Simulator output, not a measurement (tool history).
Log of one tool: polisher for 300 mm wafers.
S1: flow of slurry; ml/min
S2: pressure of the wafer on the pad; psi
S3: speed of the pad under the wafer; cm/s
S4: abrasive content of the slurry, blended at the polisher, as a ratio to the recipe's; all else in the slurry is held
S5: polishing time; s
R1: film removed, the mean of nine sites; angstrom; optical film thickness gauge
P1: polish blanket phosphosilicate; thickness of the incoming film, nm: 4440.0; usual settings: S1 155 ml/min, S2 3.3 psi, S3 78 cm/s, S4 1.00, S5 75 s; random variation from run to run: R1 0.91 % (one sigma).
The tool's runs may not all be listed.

run	hour	S1	S2	S3	S4	S5	R1
1	7.7	155	3.3	78	1.00	75	5887.6
2	16.1	155	3.3	78	1.00	75	5942.6
3	28.0	95	3.3	78	0.60	75	4115.4
4	37.3	155	3.3	124	1.00	75	8466.5
# hour 43.1: conditioning disc replaced and pad reconditioned
5	47.8	155	3.3	52	1.00	75	4297.5
6	57.8	155	3.3	78	0.55	75	4326.9
7	69.8	155	3.3	78	1.00	75	5932.0
8	84.2	155	1.6	78	1.00	75	2889.1
9	96.3	155	3.3	78	1.00	34	2692.9
10	106.9	95	3.3	78	1.00	75	5304.7
11	118.4	155	3.3	78	1.00	75	5916.1
12	128.4	155	3.3	78	1.50	75	7045.2
13	139.5	155	3.3	78	1.00	115	9082.4
14	147.8	155	4.3	78	1.00	75	7678.9
15	154.7	245	3.3	78	1.00	75	6309.9
16	164.8	155	3.3	78	1.00	75	5951.1
17	180.9	155	3.3	78	1.00	75	5899.1
18	190.6	155	3.3	78	1.00	75	5752.4
19	202.1	155	3.3	78	1.00	75	5586.2
# hour 215.6: slurry nozzle cleaned
20	217.6	155	3.3	78	1.00	75	5443.7
# hour 222.2: conditioning disc replaced and pad reconditioned
21	225.3	155	3.3	78	1.00	75	5410.1
# hour 228.0: head pressure recalibrated
22	239.8	155	3.3	78	1.00	75	5375.5
23	254.7	155	3.3	78	1.00	75	5345.8
24	270.6	155	3.3	78	1.00	75	5372.1

What P1 gives has crept away from where it was. These 2 causes fit the log equally well, each at the size given:
A: abrasive missing from the slurry, % = 17.9
B: removal rate lost through wear of the pad, % = 9
The creep began at about hour 180.9.
Why every other cause is out:
slurry flow missing at the pad, %: serviced at hour 215.6, which brought nothing back
head's pressure below its setpoint, %: serviced at hour 228.0, which brought nothing back
time polished since the conditioner stopped cutting, s: serviced at hour 222.2, which brought nothing back

4 check runs are offered, each on 5 wafers whose results are averaged, their results left as question marks. Which one tells the causes apart?
check 1	286.5	225	3.3	78	1.00	43	?
check 2	286.5	155	3.3	62	0.55	75	?
check 3	286.5	155	4.2	78	1.00	111	?
check 4	286.5	105	3.3	116	1.00	75	?

What each check would give under each cause:
check	result	if A	if B
check 1	R1	3260.9	3261.5
check 2	R1	3177.7	3271.5
check 3	R1	10157.0	10158.0
check 4	R1	6842.3	6843.6
How far apart the two closest causes lie, in the result that separates them most: check 1 0.02 %; check 2 2.91 %; check 3 0.02 %; check 4 0.02 %
Check 2 tells the causes apart: in the others they would give nearly the same result.

Then check 2 was run and gave: R1 3163.0 angstrom. Which cause is it?

It is A: abrasive missing from the slurry, %.
